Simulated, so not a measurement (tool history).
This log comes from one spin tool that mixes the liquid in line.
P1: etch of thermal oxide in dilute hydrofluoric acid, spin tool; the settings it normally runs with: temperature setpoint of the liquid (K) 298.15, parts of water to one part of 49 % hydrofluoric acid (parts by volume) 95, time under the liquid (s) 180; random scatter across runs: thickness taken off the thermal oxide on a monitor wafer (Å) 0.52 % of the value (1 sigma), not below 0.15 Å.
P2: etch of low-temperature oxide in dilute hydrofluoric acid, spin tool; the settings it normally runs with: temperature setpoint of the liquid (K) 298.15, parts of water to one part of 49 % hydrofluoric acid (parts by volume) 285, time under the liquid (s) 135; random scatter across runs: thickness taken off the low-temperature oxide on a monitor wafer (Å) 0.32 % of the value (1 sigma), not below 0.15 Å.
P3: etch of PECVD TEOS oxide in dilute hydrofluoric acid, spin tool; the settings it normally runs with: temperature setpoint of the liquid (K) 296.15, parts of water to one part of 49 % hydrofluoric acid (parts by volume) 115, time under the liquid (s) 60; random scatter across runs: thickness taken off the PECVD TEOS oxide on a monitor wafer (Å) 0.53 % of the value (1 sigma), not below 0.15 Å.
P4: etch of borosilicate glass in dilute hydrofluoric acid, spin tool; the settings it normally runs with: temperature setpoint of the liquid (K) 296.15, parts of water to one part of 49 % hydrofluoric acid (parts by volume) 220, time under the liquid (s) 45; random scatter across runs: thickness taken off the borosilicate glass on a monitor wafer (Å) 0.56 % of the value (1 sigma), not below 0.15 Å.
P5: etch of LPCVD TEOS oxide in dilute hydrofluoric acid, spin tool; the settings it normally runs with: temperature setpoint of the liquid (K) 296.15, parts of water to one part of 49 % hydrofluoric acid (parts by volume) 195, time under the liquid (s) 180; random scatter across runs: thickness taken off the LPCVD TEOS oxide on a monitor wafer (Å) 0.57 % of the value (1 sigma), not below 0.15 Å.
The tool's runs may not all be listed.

run     day  process that ran  temperature setpoint of the liquid (K)  parts of water to one part of 49 % hydrofluoric acid (parts by volume)  time under the liquid (s)  hours since the thermometer was replaced  hours since the hydrofluoric acid flow meter was replaced  thickness taken off the thermal oxide on a monitor wafer (Å)  thickness taken off the low-temperature oxide on a monitor wafer (Å)  thickness taken off the borosilicate glass on a monitor wafer (Å)  thickness taken off the PECVD TEOS oxide on a monitor wafer (Å)  thickness taken off the LPCVD TEOS oxide on a monitor wafer (Å)
  1   0.392                P1                                  298.15                                                                      95                        180                                      1781                                                      598.4                                                        90.509
  2   0.638                P1                                  298.15                                                                      95                        180                                    1786.9                                                      604.3                                                        90.449
  3   0.929                P2                                  298.15                                                                     285                        135                                    1793.9                                                      611.3                                                                                                                              100.94
      1.058  -- hydrofluoric acid flow meter replaced
  4   1.288                P4                                  296.15                                                                     310                         45                                    1802.5                                                        5.6                                                                                                                                                                                                 30.679
  5   1.554                P2                                  298.15                                                                     285                        135                                    1808.9                                                         12                                                                                                                              101.35
  6   1.879                P3                                  296.15                                                                     185                         60                                    1816.7                                                       19.8                                                                                                                                                                                                                                                                  78.351
  7   2.254                P5                                  296.15                                                                     195                        180                                    1825.7                                                       28.8                                                                                                                                                                                                                                                                                                                                   219.97
  8   2.612                P3                                  290.15                                                                     115                         60                                    1834.3                                                       37.4                                                                                                                                                                                                                                                                  107.33
  9   3.071                P4                                  296.15                                                                     220                         45                                    1845.3                                                       48.4                                                                                                                                                                                                 47.562
 10   3.521                P3                                  296.15                                                                     115                        115                                    1856.1                                                       59.2                                                                                                                                                                                                                                                                  264.43
 11   3.867                P5                                  302.65                                                                     195                        180                                    1864.4                                                       67.5                                                                                                                                                                                                                                                                                                                                   276.48
 12   4.296                P4                                  290.15                                                                     220                         45                                    1874.7                                                       77.8                                                                                                                                                                                                  37.88
 13   4.771                P1                                  298.15                                                                      95                        180                                    1886.1                                                       89.2                                                         90.81
 14   5.188                P1                                  293.15                                                                      25                        180                                    1896.1                                                       99.2                                                        309.59
 15   5.517                P2                                  298.15                                                                     285                         55                                      1904                                                      107.1                                                                                                                              40.879
      5.754  -- thermometer replaced
 16   5.979                P2                                  298.15                                                                     505                        135                                       5.5                                                      118.2                                                                                                                              46.566
 17   6.321                P1                                  298.15                                                                      95                        310                                      13.7                                                      126.4                                                        156.19
 18    6.75                P1                                  298.15                                                                      95                         20                                        24                                                      136.7                                                        10.086
 19   7.033                P1                                  298.15                                                                     160                        180                                      30.8                                                      143.5                                                        49.848
 20   7.317                P1                                  291.15                                                                      95                        180                                      37.6                                                      150.3                                                        68.986
 21     7.8                P2                                  293.65                                                                     285                        135                                      49.2                                                      161.9                                                                                                                              86.017
 22   8.033                P4                                  296.15                                                                     220                         15                                      54.8                                                      167.5                                                                                                                                                                                                 15.775
 23   8.508                P1                                  301.65                                                                      95                        180                                      66.2                                                      178.9                                                        103.82
 24   8.742                P5                                  296.15                                                                      75                        180                                      71.8                                                      184.5                                                                                                                                                                                                                                                                                                                                   664.23
 25   9.225                P3                                  296.15                                                                     115                         60                                      83.4                                                      196.1                                                                                                                                                                                                                                                                  137.51
 26   9.508                P1                                  298.15                                                                      95                        180                                      90.2                                                      202.9                                                        91.182
 27   9.804                P5                                  296.15                                                                     195                         15                                      97.3                                                        210                                                                                                                                                                                                                                                                                                                                    18.26
 28  10.267                P1                                  298.15                                                                      55                        180                                     108.4                                                      221.1                                                        166.29
 29  10.488                P1                                  298.15                                                                      95                        180                                     113.7                                                      226.4                                                        90.691
 30  10.788                P1                                  298.15                                                                      95                        180                                     120.9                                                      233.6                                                        89.327
 31  11.233                P1                                  298.15                                                                      95                        180                                     131.6                                                      244.3                                                         85.81
 32  11.471                P1                                  298.15                                                                      95                        180                                     137.3                                                        250                                                        85.623
 33  11.725                P1                                  298.15                                                                      95                        180                                     143.4                                                      256.1                                                        84.464
 34    12.1                P1                                  298.15                                                                      95                        180                                     152.4                                                      265.1                                                        84.406
 35  12.592                P1                                  298.15                                                                      95                        180                                     164.2                                                      276.9                                                        83.241
 36  12.858                P1                                  298.15                                                                      95                        180                                     170.6                                                      283.3                                                        83.293
 37  13.188                P1                                  298.15                                                                      95                        180                                     178.5                                                      291.2                                                        83.973
 38  13.671                P1                                  298.15                                                                      95                        180                                     190.1                                                      302.8                                                        83.932

P1 has crept away from where it was. The log is fitted equally well by each of these 2 causes, at the sizes shown:
A: hydrofluoric acid flow below the setpoint (%) = 7.34
B: liquid colder than its thermometer reads (K) = 2.16
The process output started creeping at around day 10.488.

Consider the 4 check runs below, whose results appear as question marks and each of which averages 2 wafers. Which one distinguishes the causes, in that each cause would give it a clearly different result?
check 1  14.154                P3                                  292.65                                                                     115                         85                                                                                                                                                                                                                                                                                                                                                                            ?
check 2  14.154                P2                                  298.15                                                                     440                         80                                                                                                                                                                                                                                        ?
check 3  14.154                P4                                  290.15                                                                     220                         45                                                                                                                                                                                                                                                                                                           ?
check 4  14.154                P5                                  296.15                                                                     125                        180                                                                                                                                                                                                                                                                                                                                                                                                                                             ?

Predicted outcomes, by check and by cause:
  check                                                                result    if A    if B
check 1       thickness taken off the PECVD TEOS oxide on a monitor wafer (Å)  155.55  155.06
check 2  thickness taken off the low-temperature oxide on a monitor wafer (Å)  30.115  31.252
check 3     thickness taken off the borosilicate glass on a monitor wafer (Å)  34.314  34.503
check 4       thickness taken off the LPCVD TEOS oxide on a monitor wafer (Å)  339.17   339.8
Separation of the two closest causes in each check, using whichever result separates them best: check 1 0.32 %; check 2 3.71 %; check 3 0.55 %; check 4 0.18 %
Of the check runs offered, only check 2 discriminates between the causes; the rest would read about the same regardless of which cause applies.

Running check 2 produced the following: thickness taken off the low-temperature oxide on a monitor wafer (Å) 30.119. Which one of the listed causes fits?

Of the candidate causes, it is A: hydrofluoric acid flow below the setpoint (%).
